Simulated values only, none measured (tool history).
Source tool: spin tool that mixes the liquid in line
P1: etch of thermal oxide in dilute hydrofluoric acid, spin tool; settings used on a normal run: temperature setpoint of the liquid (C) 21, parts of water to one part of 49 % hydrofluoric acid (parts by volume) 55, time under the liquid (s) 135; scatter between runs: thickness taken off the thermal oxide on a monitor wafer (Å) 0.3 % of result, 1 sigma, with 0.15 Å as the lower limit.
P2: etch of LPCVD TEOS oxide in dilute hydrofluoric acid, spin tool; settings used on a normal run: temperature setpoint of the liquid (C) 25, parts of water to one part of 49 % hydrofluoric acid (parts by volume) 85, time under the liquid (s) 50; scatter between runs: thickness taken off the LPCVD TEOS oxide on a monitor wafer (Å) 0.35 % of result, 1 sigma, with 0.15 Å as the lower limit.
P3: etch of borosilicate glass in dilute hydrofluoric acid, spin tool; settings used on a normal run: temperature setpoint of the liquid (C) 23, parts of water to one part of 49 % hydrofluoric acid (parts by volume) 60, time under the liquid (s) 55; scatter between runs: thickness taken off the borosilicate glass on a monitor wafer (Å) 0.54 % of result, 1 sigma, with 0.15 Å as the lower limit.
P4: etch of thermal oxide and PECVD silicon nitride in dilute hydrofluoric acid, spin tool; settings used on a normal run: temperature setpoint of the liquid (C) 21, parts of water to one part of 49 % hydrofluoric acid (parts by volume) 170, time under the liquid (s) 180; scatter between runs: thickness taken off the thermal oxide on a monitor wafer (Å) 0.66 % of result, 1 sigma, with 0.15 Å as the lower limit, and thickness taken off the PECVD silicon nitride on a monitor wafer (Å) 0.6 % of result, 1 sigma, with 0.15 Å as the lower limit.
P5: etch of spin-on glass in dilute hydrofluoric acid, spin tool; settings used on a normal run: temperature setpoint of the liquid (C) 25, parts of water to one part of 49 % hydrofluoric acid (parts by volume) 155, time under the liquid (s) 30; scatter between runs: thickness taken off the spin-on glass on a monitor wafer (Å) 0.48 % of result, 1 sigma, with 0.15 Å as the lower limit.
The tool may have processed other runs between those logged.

run   hour  process that ran  temperature setpoint of the liquid (C)  parts of water to one part of 49 % hydrofluoric acid (parts by volume)  time under the liquid (s)  hours since the thermometer was replaced  hours since the hydrofluoric acid flow meter was replaced  thickness taken off the thermal oxide on a monitor wafer (Å)  thickness taken off the spin-on glass on a monitor wafer (Å)  thickness taken off the borosilicate glass on a monitor wafer (Å)  thickness taken off the PECVD silicon nitride on a monitor wafer (Å)  thickness taken off the LPCVD TEOS oxide on a monitor wafer (Å)
  1   13.6                P1                                      21                                                                      55                        135                                    1648.1                                                      269.8                                                        109.26
  2   23.1                P5                                      25                                                                     155                         30                                    1657.6                                                      279.3                                                                                                                      63.682
  3   38.6                P3                                      23                                                                      60                         55                                    1673.1                                                      294.8                                                                                                                                                                                         368.57
  4   47.7                P1                                      21                                                                      25                        135                                    1682.2                                                      303.9                                                         249.6
  5   60.6                P1                                      17                                                                      55                        135                                    1695.1                                                      316.8                                                        91.865
  6     75                P1                                      17                                                                      75                        135                                    1709.5                                                      331.2                                                        65.908
  7   84.2                P4                                      17                                                                     170                        180                                    1718.7                                                      340.4                                                        37.594                                                                                                                                                                                                 28.201
  8   96.6                P2                                      25                                                                      85                         50                                    1731.1                                                      352.8                                                                                                                                                                                                                                                                                                                                183.92
  9  105.3                P2                                      25                                                                      25                         50                                    1739.8                                                      361.5                                                                                                                                                                                                                                                                                                                                674.48
 10  120.6                P5                                      21                                                                     155                         30                                    1755.1                                                      376.8                                                                                                                      54.896
 11  133.9                P3                                      23                                                                      20                         55                                    1768.4                                                      390.1                                                                                                                                                                                         1161.8
 12    141                P1                                      21                                                                      55                        135                                    1775.5                                                      397.2                                                        109.39
 13  155.2                P2                                      25                                                                      85                         85                                    1789.7                                                      411.4                                                                                                                                                                                                                                                                                                                                310.72
 14    170                P1                                      21                                                                      55                        135                                    1804.5                                                      426.2                                                        109.94
 15  182.1                P2                                    18.5                                                                      85                         50                                    1816.6                                                      438.3                                                                                                                                                                                                                                                                                                                                 140.9
 16  194.7                P3                                      23                                                                      60                         55                                    1829.2                                                      450.9                                                                                                                                                                                         367.83
 17  205.3                P1                                      21                                                                      55                         40                                    1839.8                                                      461.5                                                        32.283
 18  212.8                P5                                      25                                                                     155                         30                                    1847.3                                                        469                                                                                                                      63.213
 19  225.9                P1                                      21                                                                      95                         20                                    1860.4                                                      482.1                                                        8.8183
 20  233.9                P1                                      21                                                                      20                         75                                    1868.4                                                      490.1                                                         174.3
 21  242.9                P3                                      17                                                                      60                         55                                    1877.4                                                      499.1                                                                                                                                                                                         288.92
 22  252.7                P1                                      21                                                                      55                        210                                    1887.2                                                      508.9                                                        169.92
 23  261.6                P1                                      21                                                                      55                        135                                    1896.1                                                      517.8                                                         109.5
 24  271.1                P4                                      21                                                                     170                        180                                    1905.6                                                      527.3                                                        43.566                                                                                                                                                                                                 36.946

For run 25, what comes out?
 25  280.3                P4                                      21                                                                     300                        180                                    1914.8                                                      536.5                                                             ?                                                                                                                                                                                                      ?

Run 25 produced thickness taken off the thermal oxide on a monitor wafer (Å) 21.973, thickness taken off the PECVD silicon nitride on a monitor wafer (Å) 21.223.

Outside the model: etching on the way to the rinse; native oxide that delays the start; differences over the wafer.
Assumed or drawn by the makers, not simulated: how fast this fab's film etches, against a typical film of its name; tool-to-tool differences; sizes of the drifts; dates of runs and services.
